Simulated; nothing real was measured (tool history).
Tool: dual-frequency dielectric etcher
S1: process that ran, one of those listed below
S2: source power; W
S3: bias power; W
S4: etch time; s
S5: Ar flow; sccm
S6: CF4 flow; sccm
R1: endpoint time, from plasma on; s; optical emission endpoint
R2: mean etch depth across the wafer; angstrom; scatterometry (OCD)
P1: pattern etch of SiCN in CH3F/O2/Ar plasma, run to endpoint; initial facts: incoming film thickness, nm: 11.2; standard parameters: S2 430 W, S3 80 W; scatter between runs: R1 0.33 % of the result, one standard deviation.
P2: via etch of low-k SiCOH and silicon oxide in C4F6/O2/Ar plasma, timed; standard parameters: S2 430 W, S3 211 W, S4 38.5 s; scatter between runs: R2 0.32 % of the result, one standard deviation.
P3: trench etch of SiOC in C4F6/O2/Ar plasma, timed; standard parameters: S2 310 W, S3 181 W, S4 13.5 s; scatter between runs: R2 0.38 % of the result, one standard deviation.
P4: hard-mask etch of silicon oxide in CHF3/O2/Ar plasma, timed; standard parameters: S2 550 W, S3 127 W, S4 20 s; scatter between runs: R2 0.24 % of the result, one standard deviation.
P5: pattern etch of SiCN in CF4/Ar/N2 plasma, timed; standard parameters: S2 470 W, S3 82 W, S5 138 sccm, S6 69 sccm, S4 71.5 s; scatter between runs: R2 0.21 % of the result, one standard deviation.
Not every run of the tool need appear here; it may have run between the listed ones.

run,hour,S1,S2,S3,S4,S5,S6,R1,R2
1,15.3,P1,430,80,,,,28.409,
2,29.9,P4,730,127,20,,,,379.44
3,42.5,P1,430,80,,,,28.413,
4,55.6,P2,300,211,38.5,,,,928.05
5,72.9,P1,430,80,,,,28.35,
6,84.4,P1,430,50,,,,33.313,
7,101.3,P5,610,82,71.5,138,69,,807.29
8,112.9,P1,610,80,,,,24.861,
9,121.9,P5,470,82,71.5,138,69,,640.11
10,133.4,P3,310,181,13.5,,,,258.65
11,143.3,P1,280,58,,,,37.537,
12,156.3,P1,430,96,,,,26.504,
13,170,P3,310,181,13.5,,,,256.92
14,181,P4,550,127,11,,,,187.42
15,193.9,P2,430,130,38.5,,,,917.52
16,207.4,P5,470,82,71.5,138,42,,594.7
17,218.5,P1,300,80,,,,32.33,
18,226.4,P5,470,82,71.5,166,69,,624.44
19,242.2,P5,470,82,51,138,69,,459.27
20,253.7,P1,430,80,,,,28.553,
21,262.2,P3,410,181,13.5,,,,287.99
22,270.2,P2,430,211,38.5,,,,1067.3
23,279.7,P3,310,223,13.5,,,,275.48
24,291.5,P1,430,80,,,,28.4,
25,306.2,P2,430,211,38.5,,,,1075.2
26,322.1,P5,470,57,71.5,138,69,,564.78
27,333.2,P4,550,127,20,,,,339.37
28,341.3,P4,550,162,20,,,,366.16
29,357,P3,310,181,18.5,,,,352.1
30,372,P2,430,211,58,,,,1600.1
31,389,P4,550,127,20,,,,340.4
32,406.7,P1,430,80,,,,28.679,
33,415.3,P5,470,82,71.5,138,69,,642.05
34,429.4,P1,430,80,,,,28.403,
35,444.1,P1,430,80,,,,28.164,
36,457.2,P1,430,80,,,,28.12,
37,474.2,P1,430,80,,,,27.86,
# hour 478.1: wet clean of the chamber
38,487.5,P1,430,80,,,,28.051,
39,495.1,P1,430,80,,,,28.038,
40,506.3,P1,430,80,,,,28.121,
41,519.6,P1,430,80,,,,27.951,
42,534,P1,430,80,,,,27.904,
43,548.1,P1,430,80,,,,28.026,
44,565,P1,430,80,,,,28.005,

P1 has crept away from where it was. The log is fitted equally well by each of these 2 causes, at the sizes shown:
A: source power that arrives over what is set, % = 4.57
B: bias power that arrives over what is set, % = 4.74
Onset of the creep was near hour 429.4.
Every other cause this tool's parts could produce, and why it does not fit the log:
chamber walls in a state that raises the etch rate, %: maintenance at hour 478.1, after the shift began, did not return the process to its former output

Consider the 4 single-wafer check runs listed below, results given as question marks: which one distinguishes between the causes by giving clearly different results for each?
check 1,581.9,P2,430,211,38.5,,,,?
check 2,581.9,P5,470,82,71.5,138,69,,?
check 3,581.9,P4,550,127,20,,,,?
check 4,581.9,P3,310,181,13.5,,,,?

Check results expected under each cause:
check,result,if A,if B
check 1,R2,1085,1082.7
check 2,R2,666.59,652.41
check 3,R2,345.32,344.34
check 4,R2,261.74,261.15
Per-check spread between the two closest causes, in the result where they differ most: check 1 0.22 %; check 2 2.15 %; check 3 0.28 %; check 4 0.23 %
Only check 2 tells the causes apart: in the others they would give nearly the same result.

Check 2 was carried out, with these results: R2 654.86 angstrom. Which of the listed causes is responsible?

B is the cause: bias power that arrives over what is set, %.
